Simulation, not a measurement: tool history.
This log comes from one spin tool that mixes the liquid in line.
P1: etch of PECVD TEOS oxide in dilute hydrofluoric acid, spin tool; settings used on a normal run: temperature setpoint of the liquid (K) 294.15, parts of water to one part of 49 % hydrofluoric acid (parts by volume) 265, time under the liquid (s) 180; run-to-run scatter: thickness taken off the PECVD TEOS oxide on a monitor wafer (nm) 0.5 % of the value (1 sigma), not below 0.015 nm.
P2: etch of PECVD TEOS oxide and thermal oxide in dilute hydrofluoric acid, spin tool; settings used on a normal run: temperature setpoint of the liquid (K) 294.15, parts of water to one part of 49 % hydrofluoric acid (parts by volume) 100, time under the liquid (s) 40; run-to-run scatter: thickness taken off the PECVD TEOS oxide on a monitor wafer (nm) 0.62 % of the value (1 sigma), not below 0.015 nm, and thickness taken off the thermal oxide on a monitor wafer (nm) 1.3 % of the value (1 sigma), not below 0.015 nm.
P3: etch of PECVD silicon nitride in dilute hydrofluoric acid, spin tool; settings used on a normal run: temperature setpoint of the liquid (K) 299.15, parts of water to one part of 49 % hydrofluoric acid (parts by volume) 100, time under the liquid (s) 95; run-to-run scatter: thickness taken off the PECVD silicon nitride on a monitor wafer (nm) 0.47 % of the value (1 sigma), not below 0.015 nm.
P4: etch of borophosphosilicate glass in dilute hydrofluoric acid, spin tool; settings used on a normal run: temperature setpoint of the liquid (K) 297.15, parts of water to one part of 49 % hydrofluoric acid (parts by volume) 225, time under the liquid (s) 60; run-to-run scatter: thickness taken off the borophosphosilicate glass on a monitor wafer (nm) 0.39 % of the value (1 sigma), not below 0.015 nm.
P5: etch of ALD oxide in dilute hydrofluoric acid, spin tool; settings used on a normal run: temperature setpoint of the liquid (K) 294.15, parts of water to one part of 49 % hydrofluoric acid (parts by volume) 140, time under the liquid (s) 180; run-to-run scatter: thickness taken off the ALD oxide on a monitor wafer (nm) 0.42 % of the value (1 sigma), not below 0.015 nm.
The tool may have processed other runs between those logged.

run	hour	process that ran	temperature setpoint of the liquid (K)	parts of water to one part of 49 % hydrofluoric acid (parts by volume)	time under the liquid (s)	hours since the thermometer was replaced	hours since the hydrofluoric acid flow meter was replaced	thickness taken off the PECVD TEOS oxide on a monitor wafer (nm)	thickness taken off the PECVD silicon nitride on a monitor wafer (nm)	thickness taken off the thermal oxide on a monitor wafer (nm)	thickness taken off the ALD oxide on a monitor wafer (nm)	thickness taken off the borophosphosilicate glass on a monitor wafer (nm)
1	8.0	P1	294.15	265	180	680.9	885.9	9.32820				
2	13.4	P3	299.15	100	95	686.3	891.3		4.4599			
3	18.3	P1	294.15	265	180	691.2	896.2	9.28530				
4	24.6	P3	299.15	100	95	697.5	902.5		4.3983			
5	32.7	P2	294.15	40	40	705.6	910.6	10.80900		4.6113		
6	37.0	P5	294.15	140	180	709.9	914.9				19.388	
7	44.3	P3	299.15	150	95	717.2	922.2		2.9865			
8	49.8	P2	298.15	100	40	722.7	927.7	4.73800		1.9882		
9	55.5	P1	299.15	160	180	728.4	933.4	20.46600				
10	62.5	P1	294.15	440	180	735.4	940.4	4.72000				
11	69.7	P1	294.15	265	180	742.6	947.6	9.24600				
12	77.0	P5	300.65	140	180	749.9	954.9				24.847	
13	84.7	P5	294.15	140	180	757.6	962.6				19.258	
14	89.1	P4	297.15	225	60	762.0	967.0					15.9190
15	96.0	P4	304.15	225	60	768.9	973.9					20.3170
16	100.7	P1	290.15	465	180	773.6	978.6	3.88310				
17	106.2	P3	299.15	100	185	779.1	984.1		8.6233			
18	113.2	P1	294.15	265	350	786.1	991.1	18.18300				
19	116.9	P2	294.15	100	40	789.8	994.8	3.95830		1.6982		
20	122.8	P2	294.15	100	80	795.7	1000.7	8.03080		3.4387		
21	130.9	P4	297.15	405	60	803.8	1008.8					7.4701
22	138.0	P4	297.15	225	60	810.9	1015.9					16.0100
23	146.4	P1	294.15	265	180	819.3	1024.3	9.28980				
24	150.7	P1	294.15	265	180	823.6	1028.6	9.26470				
# hour 154.3: thermometer replaced
25	157.6	P3	303.15	100	95	3.3	1035.5		5.6989			
26	164.9	P1	290.15	265	180	10.6	1042.8	7.93570				
27	169.8	P1	298.65	420	180	15.5	1047.7	5.86330				
# hour 175.8: hydrofluoric acid flow meter replaced
28	178.2	P1	294.15	265	15	23.9	2.4	0.76674				
29	186.2	P1	294.15	80	180	31.9	10.4	36.65900				
30	193.5	P1	294.15	265	180	39.2	17.7	9.32970				
31	197.9	P5	294.15	80	180	43.6	22.1				36.108	
32	205.1	P4	297.15	225	115	50.8	29.3					30.4870
33	210.5	P5	294.15	140	320	56.2	34.7				34.125	
34	216.7	P1	298.15	265	180	62.4	40.9	10.66500				
35	223.0	P1	294.15	265	180	68.7	47.2	9.26790				
36	227.7	P1	294.15	265	180	73.4	51.9	9.23810				
37	234.5	P1	294.15	265	180	80.2	58.7	9.45230				
38	242.6	P1	294.15	265	180	88.3	66.8	9.65620				
39	247.2	P1	294.15	265	180	92.9	71.4	9.72200				
40	253.8	P1	294.15	265	180	99.5	78.0	9.85160				
41	260.6	P1	294.15	265	180	106.3	84.8	9.73660				
42	266.4	P1	294.15	265	180	112.1	90.6	9.84230				
43	270.4	P1	294.15	265	180	116.1	94.6	9.81690				
44	274.8	P1	294.15	265	180	120.5	99.0	9.75780				
45	280.3	P1	294.15	265	180	126.0	104.5	9.81930				

What P1 gives has crept away from where it was. These 2 causes fit the log equally well, each at the size given:
A: hydrofluoric acid flow above the setpoint (%) = 4.92
B: liquid hotter than its thermometer reads (K) = 1.65
The drift started at roughly hour 227.7.

Consider the 4 single-wafer check runs listed below, results given as question marks: which one distinguishes between the causes by giving clearly different results for each?
check 1	285.8	P4	297.15	225	60							?
check 2	285.8	P5	294.15	140	180						?	
check 3	285.8	P3	299.15	100	95				?			
check 4	285.8	P2	294.15	100	40			?		?		

What each check would give under each cause:
check	result	if A	if B
check 1	thickness taken off the borophosphosilicate glass on a monitor wafer (nm)	16.9140	16.9190
check 2	thickness taken off the ALD oxide on a monitor wafer (nm)	20.357	20.555
check 3	thickness taken off the PECVD silicon nitride on a monitor wafer (nm)	4.6628	4.9441
check 4	thickness taken off the PECVD TEOS oxide on a monitor wafer (nm)	4.21140	4.26750
check 4	thickness taken off the thermal oxide on a monitor wafer (nm)	1.7885	1.8124
How far apart the two closest causes lie, in the result that separates them most: check 1 0.03 %; check 2 0.97 %; check 3 5.86 %; check 4 1.32 %
Of the check runs offered, only check 3 discriminates between the causes; the rest would read about the same regardless of which cause applies.

Then check 3 was run and gave: thickness taken off the PECVD silicon nitride on a monitor wafer (nm) 4.6409. Which cause is it?

It was cause A: hydrofluoric acid flow above the setpoint (%).

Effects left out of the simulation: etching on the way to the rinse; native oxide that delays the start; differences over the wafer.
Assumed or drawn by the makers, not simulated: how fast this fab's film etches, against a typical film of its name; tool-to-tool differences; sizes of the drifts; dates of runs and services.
